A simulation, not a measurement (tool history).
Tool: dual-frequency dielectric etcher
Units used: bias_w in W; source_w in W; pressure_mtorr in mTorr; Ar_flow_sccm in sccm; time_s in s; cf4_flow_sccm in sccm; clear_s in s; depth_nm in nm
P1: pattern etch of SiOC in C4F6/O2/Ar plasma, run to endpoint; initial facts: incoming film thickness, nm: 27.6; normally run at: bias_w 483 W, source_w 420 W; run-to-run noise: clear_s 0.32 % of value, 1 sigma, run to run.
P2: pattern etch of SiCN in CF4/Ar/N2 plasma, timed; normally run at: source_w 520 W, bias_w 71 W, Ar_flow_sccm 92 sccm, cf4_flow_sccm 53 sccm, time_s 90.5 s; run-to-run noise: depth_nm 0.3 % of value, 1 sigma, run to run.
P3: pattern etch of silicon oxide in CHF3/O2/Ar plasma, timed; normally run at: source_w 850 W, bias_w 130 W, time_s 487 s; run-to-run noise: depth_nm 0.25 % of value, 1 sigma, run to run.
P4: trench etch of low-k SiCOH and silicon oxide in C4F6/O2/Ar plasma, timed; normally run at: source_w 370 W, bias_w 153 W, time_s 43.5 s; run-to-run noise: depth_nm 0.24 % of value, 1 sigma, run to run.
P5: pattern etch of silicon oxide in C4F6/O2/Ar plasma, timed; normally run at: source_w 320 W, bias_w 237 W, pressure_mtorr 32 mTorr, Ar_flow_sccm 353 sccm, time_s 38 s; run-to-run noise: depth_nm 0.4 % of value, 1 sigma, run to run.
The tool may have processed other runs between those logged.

run 1 hour=8.7 | process=P1 bias_w=483 source_w=420 | clear_s=9.5642
run 2 hour=24.5 | process=P5 bias_w=237 source_w=320 pressure_mtorr=32 Ar_flow_sccm=353 time_s=38 | depth_nm=116.36
run 3 hour=39.5 | process=P1 bias_w=483 source_w=420 | clear_s=9.5177
run 4 hour=46.8 | process=P1 bias_w=383 source_w=330 | clear_s=11.333
run 5 hour=59.2 | process=P2 bias_w=71 source_w=520 Ar_flow_sccm=92 time_s=90.5 cf4_flow_sccm=53 | depth_nm=83.928
run 6 hour=69.3 | process=P4 bias_w=153 source_w=280 time_s=43.5 | depth_nm=115.26
run 7 hour=81.5 | process=P3 bias_w=130 source_w=850 time_s=487 | depth_nm=1011.5
run 8 hour=93.9 | process=P2 bias_w=71 source_w=520 Ar_flow_sccm=92 time_s=90.5 cf4_flow_sccm=53 | depth_nm=83.976
run 9 hour=104.8 | process=P4 bias_w=198 source_w=370 time_s=43.5 | depth_nm=138.75
run 10 hour=115.6 | process=P2 bias_w=55 source_w=520 Ar_flow_sccm=92 time_s=90.5 cf4_flow_sccm=53 | depth_nm=77.322
run 11 hour=129.7 | process=P4 bias_w=153 source_w=370 time_s=43.5 | depth_nm=127.99
run 12 hour=142.7 | process=P5 bias_w=237 source_w=320 pressure_mtorr=32 Ar_flow_sccm=279 time_s=38 | depth_nm=118.52
run 13 hour=155.6 | process=P5 bias_w=237 source_w=320 pressure_mtorr=32 Ar_flow_sccm=353 time_s=55 | depth_nm=167.36
run 14 hour=163.1 | process=P1 bias_w=633 source_w=420 | clear_s=8.5888
run 15 hour=173.3 | process=P4 bias_w=153 source_w=370 time_s=55 | depth_nm=162.05
run 16 hour=182.3 | process=P1 bias_w=483 source_w=420 | clear_s=9.5237
-- hour=186.9 bias power generator calibrated
run 17 hour=197.2 | process=P5 bias_w=237 source_w=320 pressure_mtorr=42 Ar_flow_sccm=353 time_s=38 | depth_nm=112.12
run 18 hour=205.4 | process=P1 bias_w=483 source_w=340 | clear_s=10.316
run 19 hour=219.8 | process=P3 bias_w=130 source_w=850 time_s=487 | depth_nm=1011.1
run 20 hour=233.3 | process=P5 bias_w=237 source_w=440 pressure_mtorr=32 Ar_flow_sccm=353 time_s=38 | depth_nm=131.05
run 21 hour=241.7 | process=P5 bias_w=314 source_w=320 pressure_mtorr=32 Ar_flow_sccm=353 time_s=38 | depth_nm=128.31
run 22 hour=257 | process=P2 bias_w=71 source_w=520 Ar_flow_sccm=92 time_s=90.5 cf4_flow_sccm=37 | depth_nm=79.401
run 23 hour=266.3 | process=P3 bias_w=180 source_w=850 time_s=487 | depth_nm=1121
run 24 hour=280.6 | process=P1 bias_w=346 source_w=420 | clear_s=10.769
run 25 hour=288.2 | process=P1 bias_w=483 source_w=420 | clear_s=9.5107
run 26 hour=296.1 | process=P2 bias_w=71 source_w=310 Ar_flow_sccm=92 time_s=90.5 cf4_flow_sccm=53 | depth_nm=53.651
run 27 hour=304.3 | process=P3 bias_w=130 source_w=850 time_s=334 | depth_nm=695.94
run 28 hour=319.9 | process=P1 bias_w=483 source_w=420 | clear_s=9.5046
run 29 hour=334.6 | process=P2 bias_w=71 source_w=520 Ar_flow_sccm=129 time_s=90.5 cf4_flow_sccm=53 | depth_nm=79.172
run 30 hour=348 | process=P3 bias_w=130 source_w=1100 time_s=487 | depth_nm=1124.6
run 31 hour=357.7 | process=P2 bias_w=71 source_w=520 Ar_flow_sccm=92 time_s=50 cf4_flow_sccm=53 | depth_nm=46.324
run 32 hour=371.4 | process=P1 bias_w=483 source_w=510 | clear_s=8.8826
run 33 hour=379.6 | process=P5 bias_w=237 source_w=320 pressure_mtorr=32 Ar_flow_sccm=353 time_s=38 | depth_nm=115.89
run 34 hour=392.5 | process=P1 bias_w=483 source_w=420 | clear_s=9.4889
run 35 hour=402.3 | process=P1 bias_w=483 source_w=420 | clear_s=9.467
run 36 hour=417.1 | process=P1 bias_w=483 source_w=420 | clear_s=9.3957
run 37 hour=431.9 | process=P1 bias_w=483 source_w=420 | clear_s=9.4137
run 38 hour=441.8 | process=P1 bias_w=483 source_w=420 | clear_s=9.4386
run 39 hour=457.1 | process=P1 bias_w=483 source_w=420 | clear_s=9.3163
run 40 hour=466 | process=P1 bias_w=483 source_w=420 | clear_s=9.4276
-- hour=468 wet clean of the chamber
run 41 hour=477 | process=P1 bias_w=483 source_w=420 | clear_s=9.371
run 42 hour=487.9 | process=P1 bias_w=483 source_w=420 | clear_s=9.3377
run 43 hour=496.1 | process=P1 bias_w=483 source_w=420 | clear_s=9.4139
run 44 hour=503.6 | process=P1 bias_w=483 source_w=420 | clear_s=9.3276
run 45 hour=513.7 | process=P1 bias_w=483 source_w=420 | clear_s=9.3776

P1 has crept away from where it was. The log is fitted equally well by each of these 2 causes, at the sizes shown:
A: source power that arrives over what is set, % = 4.82
B: bias power that arrives over what is set, % = 4.8
At approximately hour 392.5, the process output began to creep.
What rules out each remaining cause:
chamber walls in a state that raises the etch rate, %: maintenance at hour 468, after the shift began, did not return the process to its former output

Consider the 4 single-wafer check runs listed below, results given as question marks: which one distinguishes between the causes by giving clearly different results for each?
run check 1 hour=523.8 | process=P4 bias_w=176 source_w=370 time_s=43.5 | depth_nm=?
run check 2 hour=523.8 | process=P3 bias_w=177 source_w=1090 time_s=487 | depth_nm=?
run check 3 hour=523.8 | process=P2 bias_w=71 source_w=520 Ar_flow_sccm=92 time_s=55.5 cf4_flow_sccm=53 | depth_nm=?
run check 4 hour=523.8 | process=P5 bias_w=271 source_w=420 pressure_mtorr=32 Ar_flow_sccm=353 time_s=38 | depth_nm=?

What each check would give under each cause:
check=check_1 result=depth_nm if_A=136.04 if_B=135.58
check=check_2 result=depth_nm if_A=1249.6 if_B=1245.7
check=check_3 result=depth_nm if_A=53.763 if_B=52.455
check=check_4 result=depth_nm if_A=137.24 if_B=136.99
Distance between the nearest two causes, measured in the result of the check that separates them most: check 1 0.34 %; check 2 0.32 %; check 3 2.46 %; check 4 0.19 %
The causes can be told apart only by check 3. The other checks would give nearly the same results under each of them.

Check 3 was carried out, with these results: depth_nm 52.374 nm. Which of the listed causes is responsible?

B is the cause: bias power that arrives over what is set, %.
